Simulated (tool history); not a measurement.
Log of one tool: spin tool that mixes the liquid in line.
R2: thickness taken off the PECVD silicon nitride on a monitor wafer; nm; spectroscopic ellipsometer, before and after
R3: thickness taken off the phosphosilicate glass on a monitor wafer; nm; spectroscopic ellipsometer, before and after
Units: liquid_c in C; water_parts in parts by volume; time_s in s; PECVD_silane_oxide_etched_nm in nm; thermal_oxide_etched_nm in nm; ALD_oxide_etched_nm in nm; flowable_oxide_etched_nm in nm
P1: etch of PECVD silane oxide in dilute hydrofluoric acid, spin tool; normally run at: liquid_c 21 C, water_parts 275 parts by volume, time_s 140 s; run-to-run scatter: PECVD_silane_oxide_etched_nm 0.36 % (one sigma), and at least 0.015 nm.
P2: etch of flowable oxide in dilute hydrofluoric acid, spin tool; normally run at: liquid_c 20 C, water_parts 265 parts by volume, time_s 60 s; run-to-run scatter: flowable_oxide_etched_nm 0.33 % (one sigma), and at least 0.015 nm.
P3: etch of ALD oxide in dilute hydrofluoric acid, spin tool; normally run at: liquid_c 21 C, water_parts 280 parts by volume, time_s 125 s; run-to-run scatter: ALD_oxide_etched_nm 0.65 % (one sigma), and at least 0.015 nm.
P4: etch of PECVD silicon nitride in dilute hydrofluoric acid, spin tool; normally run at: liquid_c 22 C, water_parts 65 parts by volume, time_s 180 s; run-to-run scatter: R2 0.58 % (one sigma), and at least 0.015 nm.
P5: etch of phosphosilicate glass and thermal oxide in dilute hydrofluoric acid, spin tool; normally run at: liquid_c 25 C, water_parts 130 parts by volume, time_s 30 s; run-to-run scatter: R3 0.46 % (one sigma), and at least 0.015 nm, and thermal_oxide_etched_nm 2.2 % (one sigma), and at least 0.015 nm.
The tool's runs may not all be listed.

run 1 hour=12.4 | process=P1 liquid_c=21 water_parts=275 time_s=140 | PECVD_silane_oxide_etched_nm=14.193
run 2 hour=26.6 | process=P4 liquid_c=22 water_parts=110 time_s=180 | R2=6.9223
run 3 hour=36.3 | process=P4 liquid_c=17 water_parts=65 time_s=180 | R2=8.2504
run 4 hour=45.2 | process=P1 liquid_c=21 water_parts=275 time_s=140 | PECVD_silane_oxide_etched_nm=14.238
run 5 hour=62 | process=P1 liquid_c=21 water_parts=275 time_s=70 | PECVD_silane_oxide_etched_nm=7.09
run 6 hour=70.8 | process=P5 liquid_c=25 water_parts=130 time_s=50 | R3=42.048 thermal_oxide_etched_nm=1.7619
run 7 hour=87.7 | process=P5 liquid_c=29 water_parts=130 time_s=30 | R3=28.987 thermal_oxide_etched_nm=1.2302
run 8 hour=98 | process=P3 liquid_c=27 water_parts=280 time_s=125 | ALD_oxide_etched_nm=5.1863
run 9 hour=111.2 | process=P1 liquid_c=21 water_parts=275 time_s=140 | PECVD_silane_oxide_etched_nm=14.145
run 10 hour=127.7 | process=P3 liquid_c=21 water_parts=130 time_s=125 | ALD_oxide_etched_nm=10.747
run 11 hour=140.9 | process=P1 liquid_c=21 water_parts=275 time_s=210 | PECVD_silane_oxide_etched_nm=21.184
run 12 hour=158.4 | process=P2 liquid_c=20 water_parts=265 time_s=15 | flowable_oxide_etched_nm=1.7938
run 13 hour=170.4 | process=P2 liquid_c=20 water_parts=115 time_s=60 | flowable_oxide_etched_nm=19.452
run 14 hour=179.3 | process=P1 liquid_c=21 water_parts=415 time_s=140 | PECVD_silane_oxide_etched_nm=8.27
run 15 hour=187 | process=P3 liquid_c=21 water_parts=280 time_s=125 | ALD_oxide_etched_nm=4.2471
run 16 hour=199.6 | process=P1 liquid_c=21 water_parts=60 time_s=195 | PECVD_silane_oxide_etched_nm=112.59
-- hour=201.2 hydrofluoric acid flow meter replaced
run 17 hour=207.8 | process=P3 liquid_c=21 water_parts=280 time_s=15 | ALD_oxide_etched_nm=0.49819
run 18 hour=217.7 | process=P2 liquid_c=20 water_parts=265 time_s=60 | flowable_oxide_etched_nm=7.1775
run 19 hour=226.6 | process=P1 liquid_c=17 water_parts=275 time_s=140 | PECVD_silane_oxide_etched_nm=12.112
run 20 hour=234.6 | process=P1 liquid_c=25.5 water_parts=165 time_s=140 | PECVD_silane_oxide_etched_nm=31.297
run 21 hour=246.2 | process=P1 liquid_c=21 water_parts=70 time_s=50 | PECVD_silane_oxide_etched_nm=24.656
run 22 hour=256.4 | process=P1 liquid_c=21 water_parts=65 time_s=140 | PECVD_silane_oxide_etched_nm=74.868
run 23 hour=264.3 | process=P5 liquid_c=25 water_parts=205 time_s=30 | R3=14.474 thermal_oxide_etched_nm=0.63414
run 24 hour=272.6 | process=P1 liquid_c=24.5 water_parts=275 time_s=140 | PECVD_silane_oxide_etched_nm=15.961
run 25 hour=289.3 | process=P1 liquid_c=21 water_parts=275 time_s=140 | PECVD_silane_oxide_etched_nm=14.11
run 26 hour=306.5 | process=P5 liquid_c=25 water_parts=130 time_s=30 | R3=24.874 thermal_oxide_etched_nm=1.0497
run 27 hour=319.1 | process=P4 liquid_c=22 water_parts=65 time_s=180 | R2=11.563
run 28 hour=335.4 | process=P1 liquid_c=21 water_parts=275 time_s=140 | PECVD_silane_oxide_etched_nm=14.192
run 29 hour=347.2 | process=P3 liquid_c=21 water_parts=280 time_s=125 | ALD_oxide_etched_nm=4.2159
run 30 hour=358 | process=P4 liquid_c=22 water_parts=65 time_s=280 | R2=18.24
run 31 hour=372.6 | process=P2 liquid_c=28 water_parts=265 time_s=60 | flowable_oxide_etched_nm=9.5768
run 32 hour=382.7 | process=P1 liquid_c=21 water_parts=275 time_s=140 | PECVD_silane_oxide_etched_nm=14.252
run 33 hour=397.5 | process=P1 liquid_c=21 water_parts=275 time_s=140 | PECVD_silane_oxide_etched_nm=14.44
run 34 hour=406.9 | process=P1 liquid_c=21 water_parts=275 time_s=140 | PECVD_silane_oxide_etched_nm=14.596
run 35 hour=419.6 | process=P1 liquid_c=21 water_parts=275 time_s=140 | PECVD_silane_oxide_etched_nm=14.794
run 36 hour=433.9 | process=P1 liquid_c=21 water_parts=275 time_s=140 | PECVD_silane_oxide_etched_nm=14.885
run 37 hour=446.8 | process=P1 liquid_c=21 water_parts=275 time_s=140 | PECVD_silane_oxide_etched_nm=14.874
run 38 hour=459.8 | process=P1 liquid_c=21 water_parts=275 time_s=140 | PECVD_silane_oxide_etched_nm=14.982
run 39 hour=469.2 | process=P1 liquid_c=21 water_parts=275 time_s=140 | PECVD_silane_oxide_etched_nm=14.986
run 40 hour=484 | process=P1 liquid_c=21 water_parts=275 time_s=140 | PECVD_silane_oxide_etched_nm=14.922
run 41 hour=492.2 | process=P1 liquid_c=21 water_parts=275 time_s=140 | PECVD_silane_oxide_etched_nm=14.887
run 42 hour=504.2 | process=P1 liquid_c=21 water_parts=275 time_s=140 | PECVD_silane_oxide_etched_nm=14.965

What P1 gives has crept away from where it was. These 2 causes fit the log equally well, each at the size given:
A: hydrofluoric acid flow above the setpoint (%) = 4.92
B: liquid hotter than its thermometer reads (K) = 1.67
The creep began at about hour 382.7.

4 check runs are offered, one wafer each, their results left as question marks. Which one tells the causes apart?
run check 1 hour=516.2 | process=P4 liquid_c=22 water_parts=65 time_s=180 | R2=?
run check 2 hour=516.2 | process=P3 liquid_c=21 water_parts=280 time_s=125 | ALD_oxide_etched_nm=?
run check 3 hour=516.2 | process=P5 liquid_c=25 water_parts=130 time_s=30 | R3=? thermal_oxide_etched_nm=?
run check 4 hour=516.2 | process=P2 liquid_c=20 water_parts=265 time_s=60 | flowable_oxide_etched_nm=?

What each check would give under each cause:
check=check_1 result=R2 if_A=12.233 if_B=13.065
check=check_2 result=ALD_oxide_etched_nm if_A=4.5156 if_B=4.5155
check=check_3 result=R3 if_A=26.462 if_B=26.679
check=check_3 result=thermal_oxide_etched_nm if_A=1.1339 if_B=1.1432
check=check_4 result=flowable_oxide_etched_nm if_A=7.6514 if_B=7.6666
How far apart the two closest causes lie, in the result that separates them most: check 1 6.58 %; check 2 0 %; check 3 0.82 %; check 4 0.2 %
Only check 1 tells the causes apart: in the others they would give nearly the same result.

Then check 1 was run and gave: R2 12.205 nm. Which cause is it?

It is A: hydrofluoric acid flow above the setpoint (%).

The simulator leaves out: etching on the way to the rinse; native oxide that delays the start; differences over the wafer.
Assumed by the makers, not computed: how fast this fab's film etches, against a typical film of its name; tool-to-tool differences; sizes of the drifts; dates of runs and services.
